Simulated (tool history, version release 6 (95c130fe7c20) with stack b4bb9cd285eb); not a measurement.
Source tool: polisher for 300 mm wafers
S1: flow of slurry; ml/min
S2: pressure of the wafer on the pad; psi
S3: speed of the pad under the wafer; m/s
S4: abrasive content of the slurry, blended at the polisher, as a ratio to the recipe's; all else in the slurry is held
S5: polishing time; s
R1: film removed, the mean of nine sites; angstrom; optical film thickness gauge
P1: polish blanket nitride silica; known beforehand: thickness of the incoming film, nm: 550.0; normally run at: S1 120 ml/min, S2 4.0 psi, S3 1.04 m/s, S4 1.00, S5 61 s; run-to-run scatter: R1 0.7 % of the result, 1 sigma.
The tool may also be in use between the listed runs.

run	hour	S1	S2	S3	S4	S5	R1
1	5.5	120	4.0	1.04	1.00	61	397.68
2	8.9	120	4.0	1.04	1.00	61	403.49
3	13.2	120	6.2	1.04	1.00	61	623.76
4	16.0	120	1.8	1.04	1.00	61	180.08
5	21.5	120	4.0	1.04	0.55	61	291.34
6	24.9	120	4.0	1.04	1.00	61	397.58
7	27.8	120	4.0	1.04	1.00	34	223.16
8	32.3	120	4.0	1.04	1.00	61	400.32
9	37.2	120	5.6	1.38	1.00	61	694.52
10	42.4	120	4.0	1.04	1.45	61	469.61
# hour 46.5: slurry blender recalibrated
11	47.0	70	4.0	1.04	1.00	61	346.03
12	51.7	120	4.0	0.72	1.00	61	301.14
13	55.4	120	4.0	1.64	1.00	61	574.35
14	59.2	120	4.0	1.04	1.00	89	580.13
15	61.8	120	4.0	1.04	1.00	61	404.12
16	66.3	120	2.6	1.04	1.00	84	360.28
17	71.3	185	4.0	1.04	1.00	61	436.48
18	76.0	120	4.0	1.04	1.00	61	399.72
19	79.3	120	4.0	1.04	1.00	61	385.35
20	81.8	120	4.0	1.04	1.00	61	375.68
21	87.2	120	4.0	1.04	1.00	61	376.25
# hour 87.7: head pressure recalibrated
# hour 88.8: conditioning disc replaced and pad reconditioned
# hour 90.6: slurry nozzle cleaned
22	90.8	120	4.0	1.04	1.00	61	369.33
23	94.3	120	4.0	1.04	1.00	61	366.57
24	98.9	120	4.0	1.04	1.00	61	366.23
25	102.5	120	4.0	1.04	1.00	61	368.45

The output of P1 has drifted from where it used to be. Each of the 2 causes below, taken at the size shown beside it, accounts for the log equally well:
A: removal rate lost through wear of the pad, % = 8.32
B: abrasive missing from the slurry, % = 16.6
The gradual shift began around hour 76.0.
Every other cause this tool's parts could produce, and why it does not fit the log:
slurry flow missing at the pad, %: serviced after onset, at hour 90.6, with no recovery of the prior output
head's pressure below its setpoint, %: serviced after onset, at hour 87.7, with no recovery of the prior output
time polished since the conditioner stopped cutting, s: serviced after onset, at hour 88.8, with no recovery of the prior output

The 4 check runs listed below each average the results of 5 wafers, and their outcomes are marked with question marks. Under which run would the listed causes produce clearly different results?
check 1	106.1	120	4.0	1.46	0.55	61	?
check 2	106.1	185	5.6	1.04	1.00	61	?
check 3	106.1	120	6.2	1.04	1.00	34	?
check 4	106.1	120	4.0	0.78	1.00	47	?

What every check run would give for each of its results, assuming each possible cause in turn:
check	result	if A	if B
check 1	R1	351.24	342.09
check 2	R1	554.86	555.00
check 3	R1	317.36	317.44
check 4	R1	224.84	224.90
Smallest distance between any two causes, each pair judged by its most separating result, in per cent: check 1 2.64 %; check 2 0.03 %; check 3 0.03 %; check 4 0.03 %
Check 1 distinguishes between the causes, while the remaining checks would return nearly the same result for all of them.

After running check 1, the following was obtained: R1 351.14 angstrom. Which cause does this point to?

Of the candidate causes, it is A: removal rate lost through wear of the pad, %.
